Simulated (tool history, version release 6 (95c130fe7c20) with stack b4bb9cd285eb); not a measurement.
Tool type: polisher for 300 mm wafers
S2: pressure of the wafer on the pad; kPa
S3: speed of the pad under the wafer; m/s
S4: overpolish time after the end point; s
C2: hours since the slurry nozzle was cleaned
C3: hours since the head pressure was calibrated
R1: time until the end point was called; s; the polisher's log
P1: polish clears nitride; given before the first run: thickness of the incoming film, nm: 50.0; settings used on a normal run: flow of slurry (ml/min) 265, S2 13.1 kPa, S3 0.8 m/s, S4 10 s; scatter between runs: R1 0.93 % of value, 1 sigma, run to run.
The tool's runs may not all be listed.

run 1 hour=2.4 | flow_of_slurry_(ml/min)=265 S2=13.1 S3=0.8 S4=10 | wafers_polished_on_this_pad=283 C2=166 C3=521.3 | R1=90.916
run 2 hour=6.1 | flow_of_slurry_(ml/min)=265 S2=13.1 S3=0.8 S4=3 | wafers_polished_on_this_pad=323 C2=169.7 C3=525 | R1=89.581
run 3 hour=10.4 | flow_of_slurry_(ml/min)=265 S2=13.1 S3=0.8 S4=19 | wafers_polished_on_this_pad=370 C2=174 C3=529.3 | R1=89.261
run 4 hour=14.5 | flow_of_slurry_(ml/min)=160 S2=13.1 S3=0.8 S4=10 | wafers_polished_on_this_pad=414 C2=178.1 C3=533.4 | R1=97.128
run 5 hour=17.1 | flow_of_slurry_(ml/min)=265 S2=6.2 S3=0.8 S4=10 | wafers_polished_on_this_pad=442 C2=180.7 C3=536 | R1=190.87
run 6 hour=21.8 | flow_of_slurry_(ml/min)=265 S2=13.1 S3=0.56 S4=10 | wafers_polished_on_this_pad=492 C2=185.4 C3=540.7 | R1=129.39
run 7 hour=26.6 | flow_of_slurry_(ml/min)=265 S2=17.2 S3=0.8 S4=10 | wafers_polished_on_this_pad=544 C2=190.2 C3=545.5 | R1=69.769
run 8 hour=30.2 | flow_of_slurry_(ml/min)=265 S2=13.1 S3=0.8 S4=10 | wafers_polished_on_this_pad=583 C2=193.8 C3=549.1 | R1=90.05
run 9 hour=33.5 | flow_of_slurry_(ml/min)=265 S2=13.1 S3=0.8 S4=10 | wafers_polished_on_this_pad=618 C2=197.1 C3=552.4 | R1=91.785
run 10 hour=37.5 | flow_of_slurry_(ml/min)=265 S2=13.1 S3=0.8 S4=10 | wafers_polished_on_this_pad=662 C2=201.1 C3=556.4 | R1=92.39
run 11 hour=40.3 | flow_of_slurry_(ml/min)=265 S2=13.1 S3=0.8 S4=10 | wafers_polished_on_this_pad=692 C2=203.9 C3=559.2 | R1=90.18
run 12 hour=44.1 | flow_of_slurry_(ml/min)=265 S2=13.1 S3=1.22 S4=10 | wafers_polished_on_this_pad=733 C2=207.7 C3=563 | R1=60.56
run 13 hour=47.9 | flow_of_slurry_(ml/min)=265 S2=13.1 S3=0.8 S4=10 | wafers_polished_on_this_pad=774 C2=211.5 C3=566.8 | R1=91.296
run 14 hour=51.2 | flow_of_slurry_(ml/min)=415 S2=13.1 S3=0.8 S4=10 | wafers_polished_on_this_pad=809 C2=214.8 C3=570.1 | R1=87.552
run 15 hour=55.7 | flow_of_slurry_(ml/min)=265 S2=13.1 S3=1.02 S4=15 | wafers_polished_on_this_pad=858 C2=219.3 C3=574.6 | R1=71.136
run 16 hour=58.4 | flow_of_slurry_(ml/min)=265 S2=13.1 S3=0.8 S4=10 | wafers_polished_on_this_pad=887 C2=222 C3=577.3 | R1=90.483
run 17 hour=60.6 | flow_of_slurry_(ml/min)=265 S2=13.1 S3=0.8 S4=10 | wafers_polished_on_this_pad=911 C2=224.2 C3=579.5 | R1=89.864
run 18 hour=64.2 | flow_of_slurry_(ml/min)=265 S2=13.1 S3=0.8 S4=10 | wafers_polished_on_this_pad=949 C2=227.8 C3=583.1 | R1=93.556
run 19 hour=66.8 | flow_of_slurry_(ml/min)=265 S2=13.1 S3=0.8 S4=10 | wafers_polished_on_this_pad=977 C2=230.4 C3=585.7 | R1=94.471
run 20 hour=70.3 | flow_of_slurry_(ml/min)=265 S2=13.1 S3=0.8 S4=10 | wafers_polished_on_this_pad=1015 C2=233.9 C3=589.2 | R1=96.137
-- hour=71.2 head pressure recalibrated
run 21 hour=74.6 | flow_of_slurry_(ml/min)=265 S2=13.1 S3=0.8 S4=10 | wafers_polished_on_this_pad=1061 C2=238.2 C3=3.4 | R1=96.632
run 22 hour=77.1 | flow_of_slurry_(ml/min)=265 S2=13.1 S3=0.8 S4=10 | wafers_polished_on_this_pad=1088 C2=240.7 C3=5.9 | R1=94.639
run 23 hour=81.5 | flow_of_slurry_(ml/min)=265 S2=13.1 S3=0.8 S4=10 | wafers_polished_on_this_pad=1136 C2=245.1 C3=10.3 | R1=96.669
run 24 hour=86 | flow_of_slurry_(ml/min)=265 S2=13.1 S3=0.8 S4=10 | wafers_polished_on_this_pad=1184 C2=249.6 C3=14.8 | R1=95.62
run 25 hour=89.8 | flow_of_slurry_(ml/min)=265 S2=13.1 S3=0.8 S4=10 | wafers_polished_on_this_pad=1225 C2=253.4 C3=18.6 | R1=95.545

What P1 gives has crept away from where it was. These 2 causes fit the log equally well, each at the size given:
A: slurry flow missing at the pad, % = 36.2
B: removal rate lost through wear of the pad, % = 5.54
Onset of the creep was near hour 60.6.
Why every other cause is out:
head's pressure below its setpoint, %: serviced at hour 71.2, after the change had begun; the process did not return to its earlier output

The list below offers 4 check runs, each averaging the results of 5 wafers, and shows each result as a question mark. For which of them would the listed causes give clearly different results?
run check 1 hour=93.6 | flow_of_slurry_(ml/min)=265 S2=6.2 S3=1.14 S4=10 | R1=?
run check 2 hour=93.6 | flow_of_slurry_(ml/min)=170 S2=13.1 S3=1.1 S4=10 | R1=?
run check 3 hour=93.6 | flow_of_slurry_(ml/min)=265 S2=6.2 S3=0.8 S4=3 | R1=?
run check 4 hour=93.6 | flow_of_slurry_(ml/min)=265 S2=6.2 S3=0.8 S4=4 | R1=?

What every check run would give for each of its results, assuming each possible cause in turn:
check=check_1 result=R1 if_A=142.84 if_B=142.83
check=check_2 result=R1 if_A=76.371 if_B=74.172
check=check_3 result=R1 if_A=203.55 if_B=203.53
check=check_4 result=R1 if_A=203.55 if_B=203.53
Minimum pairwise separation of causes per check, each pair taken at its best-separating result: check 1 0.01 %; check 2 2.92 %; check 3 0.01 %; check 4 0.01 %
Check 2 tells the causes apart: in the others they would give nearly the same result.

Check 2 was then run and gave: R1 73.898 s. Which cause is it?

It is B: removal rate lost through wear of the pad, %.

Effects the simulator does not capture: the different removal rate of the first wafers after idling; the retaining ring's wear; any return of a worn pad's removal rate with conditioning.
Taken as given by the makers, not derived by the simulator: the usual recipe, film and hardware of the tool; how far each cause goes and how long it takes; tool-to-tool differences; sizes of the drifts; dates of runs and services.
